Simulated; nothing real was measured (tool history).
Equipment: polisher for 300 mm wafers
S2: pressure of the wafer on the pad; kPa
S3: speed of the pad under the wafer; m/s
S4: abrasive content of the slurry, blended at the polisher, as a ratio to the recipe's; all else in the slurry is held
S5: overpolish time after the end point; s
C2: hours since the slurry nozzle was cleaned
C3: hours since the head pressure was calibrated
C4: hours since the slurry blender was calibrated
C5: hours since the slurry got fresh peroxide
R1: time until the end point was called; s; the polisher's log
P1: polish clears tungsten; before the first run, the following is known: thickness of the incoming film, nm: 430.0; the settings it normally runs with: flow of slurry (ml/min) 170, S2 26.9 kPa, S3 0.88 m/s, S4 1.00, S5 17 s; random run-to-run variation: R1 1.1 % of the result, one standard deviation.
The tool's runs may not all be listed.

Run 1, hour 3.5: flow of slurry (ml/min) 170, S2 26.9 kPa, S3 0.88 m/s, S4 1.00, S5 17 s; wafers polished on this pad 209; C2 454.9; C3 573.7; C4 27.9; C5 29.6. Result: R1 87.209 s.
Run 2, hour 7.7: flow of slurry (ml/min) 105, S2 26.9 kPa, S3 1.34 m/s, S4 1.00, S5 17 s; wafers polished on this pad 232; C2 459.1; C3 577.9; C4 32.1; C5 33.8. Result: R1 64.887 s.
Run 3, hour 10.1: flow of slurry (ml/min) 170, S2 26.9 kPa, S3 0.88 m/s, S4 1.00, S5 17 s; wafers polished on this pad 246; C2 461.5; C3 580.3; C4 34.5; C5 36.2. Result: R1 91.163 s.
Run 4, hour 15.1: flow of slurry (ml/min) 170, S2 26.9 kPa, S3 0.88 m/s, S4 1.00, S5 5 s; wafers polished on this pad 274; C2 466.5; C3 585.3; C4 39.5; C5 41.2. Result: R1 87.991 s.
Run 5, hour 18.7: flow of slurry (ml/min) 100, S2 26.9 kPa, S3 0.88 m/s, S4 1.00, S5 17 s; wafers polished on this pad 294; C2 470.1; C3 588.9; C4 43.1; C5 44.8. Result: R1 99.351 s.
Run 6, hour 23.7: flow of slurry (ml/min) 170, S2 26.9 kPa, S3 0.88 m/s, S4 1.00, S5 17 s; wafers polished on this pad 323; C2 475.1; C3 593.9; C4 48.1; C5 49.8. Result: R1 90.965 s.
Run 7, hour 27.9: flow of slurry (ml/min) 170, S2 26.9 kPa, S3 0.88 m/s, S4 1.00, S5 17 s; wafers polished on this pad 346; C2 479.3; C3 598.1; C4 52.3; C5 54.0. Result: R1 90.737 s.
Run 8, hour 31.0: flow of slurry (ml/min) 170, S2 15.9 kPa, S3 0.88 m/s, S4 1.00, S5 17 s; wafers polished on this pad 364; C2 482.4; C3 601.2; C4 55.4; C5 57.1. Result: R1 152.570 s.
At hour 33.5: slurry nozzle cleaned.
Run 9, hour 35.4: flow of slurry (ml/min) 170, S2 26.9 kPa, S3 0.88 m/s, S4 1.00, S5 17 s; wafers polished on this pad 388; C2 1.9; C3 605.6; C4 59.8; C5 61.5. Result: R1 90.021 s.
Run 10, hour 38.4: flow of slurry (ml/min) 170, S2 26.9 kPa, S3 0.88 m/s, S4 0.55, S5 17 s; wafers polished on this pad 405; C2 4.9; C3 608.6; C4 62.8; C5 64.5. Result: R1 104.490 s.
At hour 40.8: slurry tank refilled with fresh slurry and peroxide.
Run 11, hour 41.1: flow of slurry (ml/min) 170, S2 12.4 kPa, S3 1.16 m/s, S4 1.00, S5 17 s; wafers polished on this pad 421; C2 7.6; C3 611.3; C4 65.5; C5 0.3. Result: R1 146.010 s.
Run 12, hour 44.3: flow of slurry (ml/min) 170, S2 42.1 kPa, S3 0.88 m/s, S4 1.00, S5 17 s; wafers polished on this pad 439; C2 10.8; C3 614.5; C4 68.7; C5 3.5. Result: R1 57.187 s.
Run 13, hour 48.8: flow of slurry (ml/min) 170, S2 26.9 kPa, S3 0.88 m/s, S4 1.35, S5 17 s; wafers polished on this pad 464; C2 15.3; C3 619.0; C4 73.2; C5 8.0. Result: R1 86.143 s.
Run 14, hour 53.9: flow of slurry (ml/min) 240, S2 26.9 kPa, S3 0.88 m/s, S4 1.00, S5 17 s; wafers polished on this pad 493; C2 20.4; C3 624.1; C4 78.3; C5 13.1. Result: R1 86.397 s.
Run 15, hour 57.6: flow of slurry (ml/min) 170, S2 26.9 kPa, S3 1.24 m/s, S4 1.00, S5 17 s; wafers polished on this pad 513; C2 24.1; C3 627.8; C4 82.0; C5 16.8. Result: R1 63.297 s.
Run 16, hour 60.9: flow of slurry (ml/min) 170, S2 26.9 kPa, S3 0.88 m/s, S4 1.00, S5 17 s; wafers polished on this pad 532; C2 27.4; C3 631.1; C4 85.3; C5 20.1. Result: R1 89.380 s.
Run 17, hour 64.1: flow of slurry (ml/min) 170, S2 26.9 kPa, S3 0.40 m/s, S4 1.00, S5 17 s; wafers polished on this pad 550; C2 30.6; C3 634.3; C4 88.5; C5 23.3. Result: R1 197.890 s.
At hour 68.7: slurry blender recalibrated.
Run 18, hour 69.3: flow of slurry (ml/min) 170, S2 26.9 kPa, S3 0.88 m/s, S4 1.00, S5 24 s; wafers polished on this pad 579; C2 35.8; C3 639.5; C4 0.7; C5 28.5. Result: R1 91.491 s.
Run 19, hour 74.6: flow of slurry (ml/min) 170, S2 26.9 kPa, S3 0.88 m/s, S4 1.00, S5 17 s; wafers polished on this pad 609; C2 41.1; C3 644.8; C4 6.0; C5 33.8. Result: R1 90.742 s.
Run 20, hour 77.0: flow of slurry (ml/min) 170, S2 26.9 kPa, S3 0.88 m/s, S4 1.00, S5 17 s; wafers polished on this pad 623; C2 43.5; C3 647.2; C4 8.4; C5 36.2. Result: R1 90.272 s.
Run 21, hour 80.4: flow of slurry (ml/min) 170, S2 26.9 kPa, S3 0.88 m/s, S4 1.00, S5 17 s; wafers polished on this pad 642; C2 46.9; C3 650.6; C4 11.8; C5 39.6. Result: R1 92.409 s.
Run 22, hour 83.7: flow of slurry (ml/min) 170, S2 26.9 kPa, S3 0.88 m/s, S4 1.00, S5 17 s; wafers polished on this pad 660; C2 50.2; C3 653.9; C4 15.1; C5 42.9. Result: R1 93.186 s.
Run 23, hour 87.0: flow of slurry (ml/min) 170, S2 26.9 kPa, S3 0.88 m/s, S4 1.00, S5 17 s; wafers polished on this pad 679; C2 53.5; C3 657.2; C4 18.4; C5 46.2. Result: R1 95.413 s.
Run 24, hour 91.1: flow of slurry (ml/min) 170, S2 26.9 kPa, S3 0.88 m/s, S4 1.00, S5 17 s; wafers polished on this pad 702; C2 57.6; C3 661.3; C4 22.5; C5 50.3. Result: R1 95.391 s.
Run 25, hour 95.4: flow of slurry (ml/min) 170, S2 26.9 kPa, S3 0.88 m/s, S4 1.00, S5 17 s; wafers polished on this pad 726; C2 61.9; C3 665.6; C4 26.8; C5 54.6. Result: R1 95.431 s.
At hour 97.6: slurry blender recalibrated.
Run 26, hour 98.8: flow of slurry (ml/min) 170, S2 26.9 kPa, S3 0.88 m/s, S4 1.00, S5 17 s; wafers polished on this pad 745; C2 65.3; C3 669.0; C4 1.3; C5 58.0. Result: R1 95.258 s.
At hour 99.1: slurry tank refilled with fresh slurry and peroxide.
Run 27, hour 101.3: flow of slurry (ml/min) 170, S2 26.9 kPa, S3 0.88 m/s, S4 1.00, S5 17 s; wafers polished on this pad 759; C2 67.8; C3 671.5; C4 3.8; C5 2.3. Result: R1 95.609 s.
At hour 101.5: head pressure recalibrated.
Run 28, hour 106.6: flow of slurry (ml/min) 170, S2 26.9 kPa, S3 0.88 m/s, S4 1.00, S5 17 s; wafers polished on this pad 789; C2 73.1; C3 5.1; C4 9.1; C5 7.6. Result: R1 98.806 s.
Run 29, hour 109.0: flow of slurry (ml/min) 170, S2 26.9 kPa, S3 0.88 m/s, S4 1.00, S5 17 s; wafers polished on this pad 803; C2 75.5; C3 7.5; C4 11.5; C5 10.0. Result: R1 96.383 s.
Run 30, hour 112.9: flow of slurry (ml/min) 170, S2 26.9 kPa, S3 0.88 m/s, S4 1.00, S5 17 s; wafers polished on this pad 825; C2 79.4; C3 11.4; C4 15.4; C5 13.9. Result: R1 95.682 s.

What P1 gives has crept off from where it sat before. The 2 causes that follow fit the log equally well, each at the size noted:
A: slurry flow missing at the pad, % = 32.6
B: removal rate lost through wear of the pad, % = 7
The onset of the drift is placed at about hour 77.0.
Excluded causes, each with its reason:
head's pressure below its setpoint, %: serviced at hour 101.5, which brought nothing back
abrasive missing from the slurry, %: serviced at hour 97.6, which brought nothing back
peroxide lost from the slurry, %: serviced at hour 99.1, which brought nothing back

You are offered 4 check runs, listed below with question marks in place of their results; each one averages 3 wafers. Which run separates the listed causes by giving clearly different results for each?
Run check 1, hour 116.8: flow of slurry (ml/min) 100, S2 39.3 kPa, S3 0.88 m/s, S4 1.00, S5 17 s. Result: R1 ?.
Run check 2, hour 116.8: flow of slurry (ml/min) 170, S2 20.0 kPa, S3 0.88 m/s, S4 1.00, S5 17 s. Result: R1 ?.
Run check 3, hour 116.8: flow of slurry (ml/min) 170, S2 20.7 kPa, S3 0.88 m/s, S4 1.00, S5 11 s. Result: R1 ?.
Run check 4, hour 116.8: flow of slurry (ml/min) 170, S2 40.7 kPa, S3 0.88 m/s, S4 1.00, S5 17 s. Result: R1 ?.

Predicted outcomes, by check and by cause:
  check  result     if A     if B
check 1      R1   76.835   73.550
check 2      R1  130.250  130.240
check 3      R1  125.910  125.900
check 4      R1   64.020   64.018
Per-check spread between the two closest causes, in the result where they differ most: check 1 4.37 %; check 2 0 %; check 3 0 %; check 4 0 %
The other checks would show nearly matching results whichever cause is true, so check 1 is the only one that separates the causes.

Check 1 was carried out, with these results: R1 72.928 s. Which of the listed causes is responsible?

Of the candidate causes, it is B: removal rate lost through wear of the pad, %.
